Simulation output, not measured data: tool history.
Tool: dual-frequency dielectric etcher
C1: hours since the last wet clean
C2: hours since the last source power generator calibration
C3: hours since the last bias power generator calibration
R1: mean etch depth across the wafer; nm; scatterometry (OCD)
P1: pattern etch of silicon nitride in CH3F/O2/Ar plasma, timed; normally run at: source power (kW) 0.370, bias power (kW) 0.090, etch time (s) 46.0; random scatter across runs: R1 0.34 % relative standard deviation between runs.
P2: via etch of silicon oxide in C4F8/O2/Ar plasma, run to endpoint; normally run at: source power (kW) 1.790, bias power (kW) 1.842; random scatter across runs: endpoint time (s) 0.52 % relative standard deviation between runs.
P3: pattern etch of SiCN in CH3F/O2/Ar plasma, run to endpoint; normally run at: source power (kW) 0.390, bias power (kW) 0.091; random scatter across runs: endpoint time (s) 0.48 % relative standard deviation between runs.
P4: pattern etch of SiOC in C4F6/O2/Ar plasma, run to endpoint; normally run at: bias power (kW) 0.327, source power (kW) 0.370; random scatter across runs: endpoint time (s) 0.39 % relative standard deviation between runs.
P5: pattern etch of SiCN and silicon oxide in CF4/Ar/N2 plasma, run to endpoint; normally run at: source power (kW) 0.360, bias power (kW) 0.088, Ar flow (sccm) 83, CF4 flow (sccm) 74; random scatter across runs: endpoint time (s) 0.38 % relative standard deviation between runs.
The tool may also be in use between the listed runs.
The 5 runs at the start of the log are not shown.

Run 6, hour 64.2: process that ran P1, source power (kW) 0.370, bias power (kW) 0.090, etch time (s) 46.0; C1 289.9; C2 1956.7; C3 2048.0. Result: R1 34.081 nm.
At hour 70.7: bias power generator calibrated.
Run 7, hour 73.3: process that ran P4, source power (kW) 0.490, bias power (kW) 0.327; C1 299.0; C2 1965.8; C3 2.6. Result: endpoint time (s) 8.7529.
Run 8, hour 80.3: process that ran P2, source power (kW) 2.420, bias power (kW) 1.842; C1 306.0; C2 1972.8; C3 9.6. Result: endpoint time (s) 259.1000.
Run 9, hour 93.9: process that ran P2, source power (kW) 1.790, bias power (kW) 1.842; C1 319.6; C2 1986.4; C3 23.2. Result: endpoint time (s) 292.6800.
Run 10, hour 107.3: process that ran P1, source power (kW) 0.370, bias power (kW) 0.090, etch time (s) 46.0; C1 333.0; C2 1999.8; C3 36.6. Result: R1 33.930 nm.
Run 11, hour 117.0: process that ran P3, source power (kW) 0.540, bias power (kW) 0.091; C1 342.7; C2 2009.5; C3 46.3. Result: endpoint time (s) 22.4210.
Run 12, hour 124.3: process that ran P1, source power (kW) 0.370, bias power (kW) 0.071, etch time (s) 46.0; C1 350.0; C2 2016.8; C3 53.6. Result: R1 31.251 nm.
Run 13, hour 134.1: process that ran P5, source power (kW) 0.360, bias power (kW) 0.088, Ar flow (sccm) 83, CF4 flow (sccm) 58; C1 359.8; C2 2026.6; C3 63.4. Result: endpoint time (s) 13.9660.
Run 14, hour 144.8: process that ran P5, source power (kW) 0.450, bias power (kW) 0.088, Ar flow (sccm) 83, CF4 flow (sccm) 74; C1 370.5; C2 2037.3; C3 74.1. Result: endpoint time (s) 11.0530.
Run 15, hour 152.3: process that ran P2, source power (kW) 1.790, bias power (kW) 1.130; C1 378.0; C2 2044.8; C3 81.6. Result: endpoint time (s) 334.7400.
Run 16, hour 164.8: process that ran P5, source power (kW) 0.360, bias power (kW) 0.088, Ar flow (sccm) 83, CF4 flow (sccm) 74; C1 390.5; C2 2057.3; C3 94.1. Result: endpoint time (s) 13.5140.
Run 17, hour 177.5: process that ran P4, source power (kW) 0.370, bias power (kW) 0.199; C1 403.2; C2 2070.0; C3 106.8. Result: endpoint time (s) 11.6350.
Run 18, hour 192.6: process that ran P5, source power (kW) 0.360, bias power (kW) 0.104, Ar flow (sccm) 83, CF4 flow (sccm) 74; C1 418.3; C2 2085.1; C3 121.9. Result: endpoint time (s) 12.6190.
Run 19, hour 200.3: process that ran P3, source power (kW) 0.390, bias power (kW) 0.091; C1 426.0; C2 2092.8; C3 129.6. Result: endpoint time (s) 25.1630.
Run 20, hour 210.6: process that ran P1, source power (kW) 0.500, bias power (kW) 0.090, etch time (s) 46.0; C1 436.3; C2 2103.1; C3 139.9. Result: R1 38.006 nm.
Run 21, hour 217.8: process that ran P1, source power (kW) 0.280, bias power (kW) 0.090, etch time (s) 46.0; C1 443.5; C2 2110.3; C3 147.1. Result: R1 30.580 nm.
Run 22, hour 231.3: process that ran P4, source power (kW) 0.370, bias power (kW) 0.327; C1 457.0; C2 2123.8; C3 160.6. Result: endpoint time (s) 9.8328.
Run 23, hour 238.8: process that ran P1, source power (kW) 0.370, bias power (kW) 0.090, etch time (s) 46.0; C1 464.5; C2 2131.3; C3 168.1. Result: R1 33.981 nm.
Run 24, hour 252.2: process that ran P1, source power (kW) 0.470, bias power (kW) 0.123, etch time (s) 46.0; C1 477.9; C2 2144.7; C3 181.5. Result: R1 41.607 nm.
Run 25, hour 258.8: process that ran P1, source power (kW) 0.370, bias power (kW) 0.112, etch time (s) 63.0; C1 484.5; C2 2151.3; C3 188.1. Result: R1 49.991 nm.
Run 26, hour 267.9: process that ran P1, source power (kW) 0.370, bias power (kW) 0.090, etch time (s) 46.0; C1 493.6; C2 2160.4; C3 197.2. Result: R1 33.954 nm.
Run 27, hour 277.1: process that ran P1, source power (kW) 0.370, bias power (kW) 0.090, etch time (s) 32.5; C1 502.8; C2 2169.6; C3 206.4. Result: R1 24.003 nm.
Run 28, hour 287.5: process that ran P5, source power (kW) 0.360, bias power (kW) 0.088, Ar flow (sccm) 67, CF4 flow (sccm) 74; C1 513.2; C2 2180.0; C3 216.8. Result: endpoint time (s) 13.1240.
Run 29, hour 300.0: process that ran P1, source power (kW) 0.370, bias power (kW) 0.090, etch time (s) 57.0; C1 525.7; C2 2192.5; C3 229.3. Result: R1 42.031 nm.
Run 30, hour 313.3: process that ran P3, source power (kW) 0.390, bias power (kW) 0.072; C1 539.0; C2 2205.8; C3 242.6. Result: endpoint time (s) 27.1960.

What does the tool deliver on the next run?
Run 31, hour 327.4: process that ran P1, source power (kW) 0.370, bias power (kW) 0.090, etch time (s) 46.0; C1 553.1; C2 2219.9; C3 256.7. Result: R1 ?.

R1: 33.789 nm

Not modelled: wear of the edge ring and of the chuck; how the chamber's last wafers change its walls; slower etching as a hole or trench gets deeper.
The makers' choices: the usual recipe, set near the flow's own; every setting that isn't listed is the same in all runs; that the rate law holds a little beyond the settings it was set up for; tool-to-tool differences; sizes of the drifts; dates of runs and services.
